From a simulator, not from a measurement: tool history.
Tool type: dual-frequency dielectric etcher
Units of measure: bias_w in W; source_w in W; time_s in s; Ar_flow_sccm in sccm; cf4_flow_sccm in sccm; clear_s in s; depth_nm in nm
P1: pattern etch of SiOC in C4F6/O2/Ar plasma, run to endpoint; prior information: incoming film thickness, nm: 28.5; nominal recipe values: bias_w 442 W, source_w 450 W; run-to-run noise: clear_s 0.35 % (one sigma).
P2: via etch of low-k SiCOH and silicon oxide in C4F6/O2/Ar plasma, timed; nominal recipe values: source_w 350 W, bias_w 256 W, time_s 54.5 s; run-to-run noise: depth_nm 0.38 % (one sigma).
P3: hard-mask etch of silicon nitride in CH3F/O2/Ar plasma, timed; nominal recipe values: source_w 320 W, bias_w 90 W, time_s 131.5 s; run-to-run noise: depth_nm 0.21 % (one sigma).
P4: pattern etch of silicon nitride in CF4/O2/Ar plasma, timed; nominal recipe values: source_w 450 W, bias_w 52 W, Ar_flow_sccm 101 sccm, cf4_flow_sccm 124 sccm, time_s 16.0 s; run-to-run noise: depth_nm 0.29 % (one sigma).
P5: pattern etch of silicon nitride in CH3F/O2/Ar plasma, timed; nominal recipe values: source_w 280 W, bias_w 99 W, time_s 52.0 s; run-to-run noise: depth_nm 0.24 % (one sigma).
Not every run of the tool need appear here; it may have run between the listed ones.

| run | day | process | bias_w | source_w | time_s | Ar_flow_sccm | cf4_flow_sccm | hours since the last wet clean | hours since the last bias power generator calibration | hours since the last source power generator calibration | clear_s | depth_nm |
|---|---|---|---|---|---|---|---|---|---|---|---|---|
| 1 | 0.504 | P1 | 442 | 450 |  |  |  | 190.6 | 2289.1 | 3354.1 | 9.8549 |  |
| 2 | 0.792 | P1 | 442 | 450 |  |  |  | 197.5 | 2296.0 | 3361.0 | 9.9206 |  |
| 3 | 1.208 | P5 | 99 | 220 | 52.0 |  |  | 207.5 | 2306.0 | 3371.0 |  | 33.428 |
| 4 | 1.738 | P5 | 99 | 280 | 52.0 |  |  | 220.2 | 2318.7 | 3383.7 |  | 36.604 |
| 5 | 2.033 | P2 | 256 | 420 | 54.5 |  |  | 227.3 | 2325.8 | 3390.8 |  | 147.200 |
| 6 | 2.275 | P5 | 99 | 280 | 70.5 |  |  | 233.1 | 2331.6 | 3396.6 |  | 49.695 |
| 7 | 2.558 | P1 | 442 | 450 |  |  |  | 239.9 | 2338.4 | 3403.4 | 9.9274 |  |
| 8 | 2.971 | P1 | 442 | 450 |  |  |  | 249.8 | 2348.3 | 3413.3 | 9.8391 |  |
| 9 | 3.417 | P4 | 52 | 450 | 16.0 | 101 | 158 | 260.5 | 2359.0 | 3424.0 |  | 29.778 |
| 10 | 3.796 | P1 | 542 | 450 |  |  |  | 269.6 | 2368.1 | 3433.1 | 9.1070 |  |
| 11 | 4.317 | P1 | 565 | 550 |  |  |  | 282.1 | 2380.6 | 3445.6 | 8.3879 |  |
| 12 | 4.858 | P1 | 442 | 590 |  |  |  | 295.1 | 2393.6 | 3458.6 | 8.9429 |  |
| 13 | 5.329 | P1 | 306 | 450 |  |  |  | 306.4 | 2404.9 | 3469.9 | 11.3160 |  |
| 14 | 5.671 | P4 | 52 | 450 | 16.0 | 101 | 124 | 314.6 | 2413.1 | 3478.1 |  | 28.827 |
| 15 | 6.067 | P5 | 99 | 280 | 52.0 |  |  | 324.1 | 2422.6 | 3487.6 |  | 36.687 |
| 16 | 6.379 | P2 | 256 | 350 | 54.5 |  |  | 331.6 | 2430.1 | 3495.1 |  | 136.560 |
| 17 | 6.925 | P3 | 90 | 320 | 72.5 |  |  | 344.7 | 2443.2 | 3508.2 |  | 47.752 |
| 18 | 7.350 | P4 | 52 | 550 | 16.0 | 101 | 124 | 354.9 | 2453.4 | 3518.4 |  | 34.432 |
| 19 | 7.604 | P3 | 90 | 320 | 131.5 |  |  | 361.0 | 2459.5 | 3524.5 |  | 86.511 |
| 20 | 7.912 | P1 | 442 | 450 |  |  |  | 368.4 | 2466.9 | 3531.9 | 9.9008 |  |
| 21 | 8.196 | P2 | 348 | 350 | 54.5 |  |  | 375.2 | 2473.7 | 3538.7 |  | 151.600 |
| 22 | 8.667 | P2 | 256 | 350 | 69.0 |  |  | 386.5 | 2485.0 | 3550.0 |  | 172.320 |
| 23 | 9.008 | P1 | 442 | 450 |  |  |  | 394.7 | 2493.2 | 3558.2 | 9.9477 |  |
| 24 | 9.383 | P4 | 52 | 450 | 11.5 | 101 | 124 | 403.7 | 2502.2 | 3567.2 |  | 20.876 |
| 25 | 9.650 | P3 | 90 | 440 | 131.5 |  |  | 410.1 | 2508.6 | 3573.6 |  | 97.142 |

Estimate the outcome of run 26 from the log above:
| 26 | 9.942 | P1 | 345 | 550 |  |  |  | 417.1 | 2515.6 | 3580.6 | ? |  |

For run 26 the tool returned clear_s 9.9955 s.
